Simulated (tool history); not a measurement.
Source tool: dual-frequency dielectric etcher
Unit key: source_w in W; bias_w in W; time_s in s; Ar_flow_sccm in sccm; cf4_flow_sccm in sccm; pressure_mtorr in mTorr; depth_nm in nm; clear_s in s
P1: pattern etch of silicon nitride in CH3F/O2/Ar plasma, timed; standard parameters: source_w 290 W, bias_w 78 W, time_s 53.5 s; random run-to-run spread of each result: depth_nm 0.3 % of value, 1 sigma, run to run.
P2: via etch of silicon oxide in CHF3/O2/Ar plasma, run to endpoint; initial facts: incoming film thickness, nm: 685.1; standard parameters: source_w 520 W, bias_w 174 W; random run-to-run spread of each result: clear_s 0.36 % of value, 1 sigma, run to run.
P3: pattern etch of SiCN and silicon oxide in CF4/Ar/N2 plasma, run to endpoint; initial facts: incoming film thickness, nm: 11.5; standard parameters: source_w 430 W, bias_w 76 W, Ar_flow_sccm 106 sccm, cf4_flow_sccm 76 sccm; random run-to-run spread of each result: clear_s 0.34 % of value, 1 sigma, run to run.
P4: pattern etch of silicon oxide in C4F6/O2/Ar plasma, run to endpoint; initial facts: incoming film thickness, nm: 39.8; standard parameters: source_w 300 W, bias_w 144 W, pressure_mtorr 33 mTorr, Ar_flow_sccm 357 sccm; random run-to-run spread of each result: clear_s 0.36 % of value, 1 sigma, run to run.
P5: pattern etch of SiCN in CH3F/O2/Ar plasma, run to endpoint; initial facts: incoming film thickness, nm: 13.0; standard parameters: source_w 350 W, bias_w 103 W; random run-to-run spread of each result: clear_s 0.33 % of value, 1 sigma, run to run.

| run | day | process | source_w | bias_w | time_s | Ar_flow_sccm | cf4_flow_sccm | pressure_mtorr | hours since the last wet clean | hours since the last source power generator calibration | hours since the last bias power generator calibration | depth_nm | clear_s |
|---|---|---|---|---|---|---|---|---|---|---|---|---|---|
| 1 | 0.383 | P1 | 290 | 78 | 53.5 |  |  |  | 179.1 | 2094.3 | 545.1 | 34.67 |  |
| 2 | 0.721 | P3 | 430 | 76 |  | 106 | 45 |  | 187.2 | 2102.4 | 553.2 |  | 14.65 |
| 3 | 1.162 | P1 | 190 | 78 | 53.5 |  |  |  | 197.8 | 2113 | 563.8 | 29.416 |  |
| 4 | 1.533 | P5 | 350 | 103 |  |  |  |  | 206.7 | 2121.9 | 572.7 |  | 31.569 |
| 5 | 1.862 | P5 | 350 | 103 |  |  |  |  | 214.6 | 2129.8 | 580.6 |  | 31.53 |
|  | 2.117 | bias power generator calibrated |
| 6 | 2.225 | P1 | 290 | 101 | 74.5 |  |  |  | 223.3 | 2138.5 | 2.6 | 52.807 |  |
| 7 | 2.567 | P4 | 300 | 144 |  | 357 |  | 33 | 231.5 | 2146.7 | 10.8 |  | 15.992 |
| 8 | 2.929 | P1 | 370 | 78 | 53.5 |  |  |  | 240.2 | 2155.4 | 19.5 | 37.816 |  |
| 9 | 3.45 | P4 | 300 | 144 |  | 357 |  | 40.5 | 252.7 | 2167.9 | 32 |  | 16.393 |
| 10 | 3.812 | P1 | 290 | 78 | 53.5 |  |  |  | 261.4 | 2176.6 | 40.7 | 34.232 |  |
| 11 | 4.154 | P1 | 290 | 78 | 53.5 |  |  |  | 269.6 | 2184.8 | 48.9 | 34.26 |  |
| 12 | 4.467 | P3 | 430 | 76 |  | 106 | 76 |  | 277.1 | 2192.3 | 56.4 |  | 13.494 |
| 13 | 5.004 | P3 | 430 | 76 |  | 106 | 76 |  | 290 | 2205.2 | 69.3 |  | 13.551 |
| 14 | 5.396 | P1 | 290 | 78 | 53.5 |  |  |  | 299.4 | 2214.6 | 78.7 | 34.581 |  |
| 15 | 5.762 | P3 | 340 | 76 |  | 106 | 76 |  | 308.2 | 2223.4 | 87.5 |  | 16.606 |
| 16 | 6.025 | P4 | 300 | 144 |  | 233 |  | 33 | 314.5 | 2229.7 | 93.8 |  | 15.384 |
| 17 | 6.325 | P1 | 290 | 52 | 53.5 |  |  |  | 321.7 | 2236.9 | 101 | 30.065 |  |
| 18 | 6.762 | P1 | 290 | 78 | 53.5 |  |  |  | 332.2 | 2247.4 | 111.5 | 34.386 |  |
| 19 | 7.146 | P1 | 240 | 78 | 39.5 |  |  |  | 341.4 | 2256.6 | 120.7 | 23.719 |  |
| 20 | 7.454 | P2 | 520 | 129 |  |  |  |  | 348.8 | 2264 | 128.1 |  | 405.58 |
| 21 | 7.942 | P3 | 430 | 76 |  | 139 | 76 |  | 360.5 | 2275.7 | 139.8 |  | 14.179 |
| 22 | 8.425 | P2 | 660 | 174 |  |  |  |  | 372.1 | 2287.3 | 151.4 |  | 337.09 |
| 23 | 8.942 | P4 | 400 | 144 |  | 357 |  | 33 | 384.5 | 2299.7 | 163.8 |  | 14.408 |
| 24 | 9.433 | P1 | 290 | 108 | 53.5 |  |  |  | 396.3 | 2311.5 | 175.6 | 38.957 |  |
| 25 | 9.792 | P3 | 430 | 104 |  | 106 | 76 |  | 404.9 | 2320.1 | 184.2 |  | 12.044 |
| 26 | 10.138 | P1 | 290 | 78 | 53.5 |  |  |  | 413.2 | 2328.4 | 192.5 | 34.269 |  |
| 27 | 10.617 | P1 | 290 | 78 | 35.5 |  |  |  | 424.7 | 2339.9 | 204 | 22.877 |  |
| 28 | 10.883 | P4 | 300 | 103 |  | 357 |  | 33 | 431.1 | 2346.3 | 210.4 |  | 17.828 |
| 29 | 11.15 | P5 | 440 | 103 |  |  |  |  | 437.5 | 2352.7 | 216.8 |  | 28.966 |
| 30 | 11.388 | P2 | 520 | 174 |  |  |  |  | 443.2 | 2358.4 | 222.5 |  | 367.47 |
| 31 | 11.717 | P5 | 350 | 67 |  |  |  |  | 451.1 | 2366.3 | 230.4 |  | 36.95 |
| 32 | 12.229 | P2 | 520 | 174 |  |  |  |  | 463.4 | 2378.6 | 242.7 |  | 370.31 |
| 33 | 12.679 | P1 | 290 | 78 | 74 |  |  |  | 474.2 | 2389.4 | 253.5 | 47.63 |  |
| 34 | 12.979 | P1 | 290 | 78 | 53.5 |  |  |  | 481.4 | 2396.6 | 260.7 | 34.538 |  |

Expected results for the next run?
| 35 | 13.454 | P1 | 290 | 78 | 53.5 |  |  |  | 492.8 | 2408 | 272.1 | ? |  |

{"run 35": {"depth_nm": 34.749}}

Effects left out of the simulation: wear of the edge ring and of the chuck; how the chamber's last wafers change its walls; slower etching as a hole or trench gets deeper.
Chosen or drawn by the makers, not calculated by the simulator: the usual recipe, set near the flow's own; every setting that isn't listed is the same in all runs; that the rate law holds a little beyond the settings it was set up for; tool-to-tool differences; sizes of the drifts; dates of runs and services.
